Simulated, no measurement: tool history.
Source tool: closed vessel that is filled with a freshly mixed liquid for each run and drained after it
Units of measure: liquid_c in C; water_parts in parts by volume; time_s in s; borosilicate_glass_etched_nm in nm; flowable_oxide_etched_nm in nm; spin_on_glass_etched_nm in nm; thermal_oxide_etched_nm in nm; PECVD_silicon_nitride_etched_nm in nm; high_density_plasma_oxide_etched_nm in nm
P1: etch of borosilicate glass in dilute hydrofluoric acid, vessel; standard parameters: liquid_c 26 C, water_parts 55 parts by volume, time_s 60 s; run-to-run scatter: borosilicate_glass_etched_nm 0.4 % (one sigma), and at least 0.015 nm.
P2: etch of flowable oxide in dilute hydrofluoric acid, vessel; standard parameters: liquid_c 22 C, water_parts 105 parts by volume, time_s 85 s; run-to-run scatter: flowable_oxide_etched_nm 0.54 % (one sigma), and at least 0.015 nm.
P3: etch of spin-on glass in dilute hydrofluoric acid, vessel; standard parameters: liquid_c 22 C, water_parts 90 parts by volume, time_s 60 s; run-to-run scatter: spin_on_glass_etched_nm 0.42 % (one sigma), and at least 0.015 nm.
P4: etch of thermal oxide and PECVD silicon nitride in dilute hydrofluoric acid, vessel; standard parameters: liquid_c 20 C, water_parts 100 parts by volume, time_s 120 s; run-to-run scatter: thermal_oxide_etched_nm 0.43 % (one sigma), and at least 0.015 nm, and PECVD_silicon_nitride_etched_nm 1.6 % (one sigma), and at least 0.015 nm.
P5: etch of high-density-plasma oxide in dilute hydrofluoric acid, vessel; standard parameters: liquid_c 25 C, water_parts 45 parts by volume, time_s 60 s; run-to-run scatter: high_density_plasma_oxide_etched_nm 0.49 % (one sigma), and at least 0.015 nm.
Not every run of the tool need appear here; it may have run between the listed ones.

| run | day | process | liquid_c | water_parts | time_s | hours since the thermometer was replaced | hours since the hydrofluoric acid flow meter was replaced | borosilicate_glass_etched_nm | flowable_oxide_etched_nm | spin_on_glass_etched_nm | thermal_oxide_etched_nm | PECVD_silicon_nitride_etched_nm | high_density_plasma_oxide_etched_nm |
|---|---|---|---|---|---|---|---|---|---|---|---|---|---|
| 1 | 0.45 | P1 | 26 | 55 | 60 | 412.3 | 1132.8 | 64.273 |  |  |  |  |  |
| 2 | 0.979 | P2 | 22 | 105 | 165 | 425 | 1145.5 |  | 85.098 |  |  |  |  |
| 3 | 1.367 | P1 | 26 | 55 | 60 | 434.3 | 1154.8 | 64.12 |  |  |  |  |  |
| 4 | 1.946 | P3 | 22 | 90 | 60 | 448.2 | 1168.7 |  |  | 32.786 |  |  |  |
| 5 | 2.446 | P4 | 20 | 100 | 170 | 460.2 | 1180.7 |  |  |  | 6.5654 | 2.1899 |  |
| 6 | 3.067 | P1 | 26 | 55 | 60 | 475.1 | 1195.6 | 63.414 |  |  |  |  |  |
| 7 | 3.742 | P5 | 25 | 45 | 60 | 491.3 | 1211.8 |  |  |  |  |  | 7.5432 |
| 8 | 4.471 | P4 | 20 | 150 | 120 | 508.8 | 1229.3 |  |  |  | 2.9399 | 1.0664 |  |
| 9 | 4.896 | P2 | 25.5 | 105 | 85 | 519 | 1239.5 |  | 50.407 |  |  |  |  |
| 10 | 5.354 | P5 | 25 | 25 | 60 | 530 | 1250.5 |  |  |  |  |  | 13.94 |
| 11 | 5.717 | P1 | 26 | 55 | 60 | 538.7 | 1259.2 | 63.773 |  |  |  |  |  |
| 12 | 6.346 | P2 | 22 | 50 | 85 | 553.8 | 1274.3 |  | 98.935 |  |  |  |  |
| 13 | 6.708 | P5 | 33 | 45 | 60 | 562.5 | 1283 |  |  |  |  |  | 10.4 |
| 14 | 7.038 | P1 | 20.5 | 55 | 85 | 570.4 | 1290.9 | 72.386 |  |  |  |  |  |
| 15 | 7.421 | P4 | 20 | 100 | 120 | 579.6 | 1300.1 |  |  |  | 4.6611 | 1.5685 |  |
| 16 | 7.842 | P1 | 26 | 55 | 90 | 589.7 | 1310.2 | 95.763 |  |  |  |  |  |
| 17 | 8.271 | P3 | 29 | 90 | 60 | 600 | 1320.5 |  |  | 43.682 |  |  |  |
| 18 | 8.754 | P4 | 20 | 100 | 120 | 611.6 | 1332.1 |  |  |  | 4.6414 | 1.5656 |  |
| 19 | 9.271 | P1 | 26 | 20 | 60 | 624 | 1344.5 | 184.42 |  |  |  |  |  |
| 20 | 9.738 | P1 | 26 | 55 | 60 | 635.2 | 1355.7 | 63.953 |  |  |  |  |  |
| 21 | 10.146 | P5 | 25 | 45 | 60 | 645 | 1365.5 |  |  |  |  |  | 7.4957 |
| 22 | 10.871 | P4 | 28 | 100 | 120 | 662.4 | 1382.9 |  |  |  | 6.3203 | 2.712 |  |
| 23 | 11.254 | P1 | 26 | 90 | 60 | 671.6 | 1392.1 | 37.216 |  |  |  |  |  |
|  | 11.3 | thermometer replaced |
| 24 | 11.683 | P5 | 25 | 45 | 30 | 9.3 | 1402.4 |  |  |  |  |  | 3.7938 |
| 25 | 12.408 | P1 | 26 | 55 | 30 | 26.7 | 1419.8 | 31.805 |  |  |  |  |  |
| 26 | 12.954 | P3 | 22 | 90 | 100 | 39.8 | 1432.9 |  |  | 55.639 |  |  |  |
|  | 13.392 | hydrofluoric acid flow meter replaced |
| 27 | 13.675 | P1 | 32.5 | 55 | 60 | 57.1 | 6.9 | 82.376 |  |  |  |  |  |
| 28 | 14.2 | P1 | 26 | 55 | 60 | 69.7 | 19.5 | 63.937 |  |  |  |  |  |
| 29 | 14.883 | P3 | 22 | 155 | 60 | 86.1 | 35.9 |  |  | 17.823 |  |  |  |
| 30 | 15.525 | P1 | 21 | 55 | 60 | 101.5 | 51.3 | 51.644 |  |  |  |  |  |
| 31 | 16.088 | P2 | 22 | 105 | 85 | 115 | 64.8 |  | 44.377 |  |  |  |  |
| 32 | 16.617 | P1 | 32.5 | 95 | 60 | 127.7 | 77.5 | 44.771 |  |  |  |  |  |
| 33 | 17.104 | P1 | 26 | 55 | 60 | 139.4 | 89.2 | 63.68 |  |  |  |  |  |
| 34 | 17.492 | P1 | 26 | 55 | 60 | 148.7 | 98.5 | 65.201 |  |  |  |  |  |
| 35 | 17.988 | P1 | 26 | 55 | 60 | 160.6 | 110.4 | 66.999 |  |  |  |  |  |
| 36 | 18.671 | P1 | 26 | 55 | 60 | 177 | 126.8 | 68.258 |  |  |  |  |  |
| 37 | 19.154 | P1 | 26 | 55 | 60 | 188.6 | 138.4 | 69.043 |  |  |  |  |  |
| 38 | 19.6 | P1 | 26 | 55 | 60 | 199.3 | 149.1 | 68.892 |  |  |  |  |  |
| 39 | 19.921 | P1 | 26 | 55 | 60 | 207 | 156.8 | 69.522 |  |  |  |  |  |
| 40 | 20.558 | P1 | 26 | 55 | 60 | 222.3 | 172.1 | 69.499 |  |  |  |  |  |
| 41 | 20.875 | P1 | 26 | 55 | 60 | 229.9 | 179.7 | 70.502 |  |  |  |  |  |
| 42 | 21.417 | P1 | 26 | 55 | 60 | 242.9 | 192.7 | 70.031 |  |  |  |  |  |
| 43 | 21.975 | P1 | 26 | 55 | 60 | 256.3 | 206.1 | 69.965 |  |  |  |  |  |

The output of P1 has drifted from where it used to be. Each of the 2 causes below, taken at the size shown beside it, accounts for the log equally well:
A: liquid hotter than its thermometer reads (K) = 2.34
B: hydrofluoric acid flow above the setpoint (%) = 9.1
The process output started creeping at around day 17.104.

Below are 4 check runs, each averaged over 5 wafers, with their results shown as question marks. Which of them would give clearly different results depending on which cause is behind the drift?
| check 1 | 22.533 | P2 | 22 | 105 | 85 |  |  |  | ? |  |  |  |  |
| check 2 | 22.533 | P3 | 22 | 90 | 60 |  |  |  |  | ? |  |  |  |
| check 3 | 22.533 | P4 | 20 | 100 | 120 |  |  |  |  |  | ? | ? |  |
| check 4 | 22.533 | P5 | 25 | 45 | 60 |  |  |  |  |  |  |  | ? |

Check results expected under each cause:
| check | result | if A | if B |
|---|---|---|---|
| check 1 | flowable_oxide_etched_nm | 48.34 | 48.548 |
| check 2 | spin_on_glass_etched_nm | 36.328 | 36.402 |
| check 3 | thermal_oxide_etched_nm | 5.0914 | 5.0983 |
| check 3 | PECVD_silicon_nitride_etched_nm | 1.837 | 1.708 |
| check 4 | high_density_plasma_oxide_etched_nm | 8.3071 | 8.2829 |
Separation of the two closest causes in each check, using whichever result separates them best: check 1 0.43 %; check 2 0.2 %; check 3 7.28 %; check 4 0.29 %
Check 3 tells the causes apart: in the others they would give nearly the same result.

Then check 3 was run and gave: thermal_oxide_etched_nm 5.1 nm; PECVD_silicon_nitride_etched_nm 1.7206 nm. Which cause is it?

Of the candidate causes, it is B: hydrofluoric acid flow above the setpoint (%).
